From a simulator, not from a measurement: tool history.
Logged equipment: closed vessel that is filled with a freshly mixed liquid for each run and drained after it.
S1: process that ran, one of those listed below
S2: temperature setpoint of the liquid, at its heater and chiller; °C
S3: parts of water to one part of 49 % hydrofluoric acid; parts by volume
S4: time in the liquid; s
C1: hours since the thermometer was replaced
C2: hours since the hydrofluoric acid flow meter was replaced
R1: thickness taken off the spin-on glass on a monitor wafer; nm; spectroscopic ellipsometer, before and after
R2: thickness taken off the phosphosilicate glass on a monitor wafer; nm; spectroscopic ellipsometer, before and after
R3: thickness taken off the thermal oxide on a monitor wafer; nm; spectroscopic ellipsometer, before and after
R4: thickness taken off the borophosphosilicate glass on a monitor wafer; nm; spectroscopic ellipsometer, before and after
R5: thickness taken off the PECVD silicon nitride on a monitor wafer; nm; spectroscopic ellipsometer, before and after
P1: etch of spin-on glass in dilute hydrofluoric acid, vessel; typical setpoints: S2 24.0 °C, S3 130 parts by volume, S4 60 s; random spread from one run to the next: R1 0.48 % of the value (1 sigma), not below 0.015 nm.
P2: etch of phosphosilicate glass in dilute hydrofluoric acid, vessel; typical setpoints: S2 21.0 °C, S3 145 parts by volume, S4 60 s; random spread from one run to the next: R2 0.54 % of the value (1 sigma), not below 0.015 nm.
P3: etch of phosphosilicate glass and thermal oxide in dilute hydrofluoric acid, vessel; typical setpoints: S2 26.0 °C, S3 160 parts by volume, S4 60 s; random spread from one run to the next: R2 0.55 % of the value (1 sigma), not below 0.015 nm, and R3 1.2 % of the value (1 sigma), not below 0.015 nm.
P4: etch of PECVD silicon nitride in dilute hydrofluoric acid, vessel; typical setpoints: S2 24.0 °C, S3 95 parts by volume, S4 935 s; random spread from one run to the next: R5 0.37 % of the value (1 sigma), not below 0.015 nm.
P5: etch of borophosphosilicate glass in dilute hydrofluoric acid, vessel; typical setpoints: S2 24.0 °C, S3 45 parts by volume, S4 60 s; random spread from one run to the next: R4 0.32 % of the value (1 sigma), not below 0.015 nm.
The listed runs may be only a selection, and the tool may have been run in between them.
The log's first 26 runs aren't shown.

| run | hour | S1 | S2 | S3 | S4 | C1 | C2 | R1 | R2 | R3 | R4 | R5 |
|---|---|---|---|---|---|---|---|---|---|---|---|---|
| 27 | 354.9 | P1 | 18.5 | 130 | 60 | 1967.0 | 800.7 | 20.849 |  |  |  |  |
| 28 | 365.4 | P2 | 21.0 | 145 | 30 | 1977.5 | 811.2 |  | 10.388 |  |  |  |
|  | 367.2 | hydrofluoric acid flow meter replaced |
| 29 | 378.4 | P4 | 24.0 | 95 | 935 | 1990.5 | 11.3 |  |  |  |  | 17.0770 |
| 30 | 389.5 | P4 | 17.0 | 95 | 935 | 2001.6 | 22.4 |  |  |  |  | 10.6360 |
| 31 | 404.3 | P1 | 24.0 | 195 | 60 | 2016.4 | 37.2 | 16.098 |  |  |  |  |
| 32 | 418.5 | P1 | 24.0 | 130 | 60 | 2030.6 | 51.4 | 26.154 |  |  |  |  |
| 33 | 433.8 | P1 | 24.0 | 130 | 60 | 2045.9 | 66.7 | 27.321 |  |  |  |  |
| 34 | 447.8 | P1 | 24.0 | 130 | 60 | 2059.9 | 80.7 | 27.844 |  |  |  |  |

Run 35, settings as shown, results not yet in. Your forecast:
| 35 | 465.4 | P1 | 24.0 | 130 | 60 | 2077.5 | 98.3 | ? |  |  |  |  |

{"run 35": {"R1": 28.016}}
